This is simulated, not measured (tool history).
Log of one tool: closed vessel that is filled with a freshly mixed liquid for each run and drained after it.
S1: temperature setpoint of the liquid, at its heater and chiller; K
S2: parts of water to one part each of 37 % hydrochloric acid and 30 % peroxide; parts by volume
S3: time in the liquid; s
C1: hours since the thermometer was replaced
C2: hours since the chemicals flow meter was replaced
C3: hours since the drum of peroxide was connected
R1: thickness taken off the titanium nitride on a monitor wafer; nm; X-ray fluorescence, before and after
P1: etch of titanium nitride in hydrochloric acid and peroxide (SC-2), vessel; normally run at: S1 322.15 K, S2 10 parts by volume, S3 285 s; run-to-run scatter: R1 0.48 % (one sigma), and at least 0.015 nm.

run,day,S1,S2,S3,C1,C2,C3,R1
1,0.179,322.15,10,285,527,624.4,261.3,6.6793
2,0.4,334.15,10,285,532.3,629.7,266.6,14.281
3,0.55,322.15,4,285,535.9,633.3,270.2,13.476
# day 0.562: chemicals flow meter replaced
4,0.692,322.15,10,285,539.3,3.1,273.6,6.6219
5,0.9,309.15,10,285,544.3,8.1,278.6,2.6834
6,1.021,322.15,10,565,547.2,11,281.5,13.224
7,1.138,322.15,17.5,285,550,13.8,284.3,4.0848
8,1.329,322.15,10,285,554.6,18.4,288.9,6.6427
9,1.488,322.15,10,285,558.4,22.2,292.7,6.6633
10,1.683,330.15,14.5,285,563.1,26.9,297.4,8.2126
11,1.821,322.15,10,30,566.4,30.2,300.7,0.69378
12,1.925,322.15,10,285,568.9,32.7,303.2,6.6138
13,2.038,322.15,10,285,571.6,35.4,305.9,6.5847
14,2.229,322.15,10,285,576.2,40,310.5,6.8709
15,2.425,322.15,10,285,580.9,44.7,315.2,7.0524
16,2.629,322.15,10,285,585.8,49.6,320.1,7.1796
17,2.838,322.15,10,285,590.8,54.6,325.1,7.2077
18,3.021,322.15,10,285,595.2,59,329.5,7.2202
19,3.192,322.15,10,285,599.3,63.1,333.6,7.2488
20,3.392,322.15,10,285,604.1,67.9,338.4,7.247

What P1 gives has crept away from where it was. These 2 causes fit the log equally well, each at the size given:
A: chemicals flow above the setpoint (%) = 10.9
B: liquid hotter than its thermometer reads (K) = 1.29
The creep began at about day 2.038.
Why every other cause is out:
peroxide weaker than its label (%): at most 8, which would move R1 by -7.4 %: too little, or the wrong way

4 check runs are offered, each on 5 wafers whose results are averaged, their results left as question marks. Which one tells the causes apart?
check 1,3.592,333.15,10,495,,,,?
check 2,3.592,322.15,15,555,,,,?
check 3,3.592,322.15,16.5,285,,,,?
check 4,3.592,309.65,5,285,,,,?

What each check would give under each cause:
check,result,if A,if B
check 1,R1,25.655,25.531
check 2,R1,9.9986,9.9537
check 3,R1,4.7231,4.6969
check 4,R1,5.1182,5.2245
How far apart the two closest causes lie, in the result that separates them most: check 1 0.49 %; check 2 0.45 %; check 3 0.56 %; check 4 2.06 %
Only check 4 tells the causes apart: in the others they would give nearly the same result.

Check 4 was then run and gave: R1 5.1964 nm. Which cause is it?

It is B: liquid hotter than its thermometer reads (K).
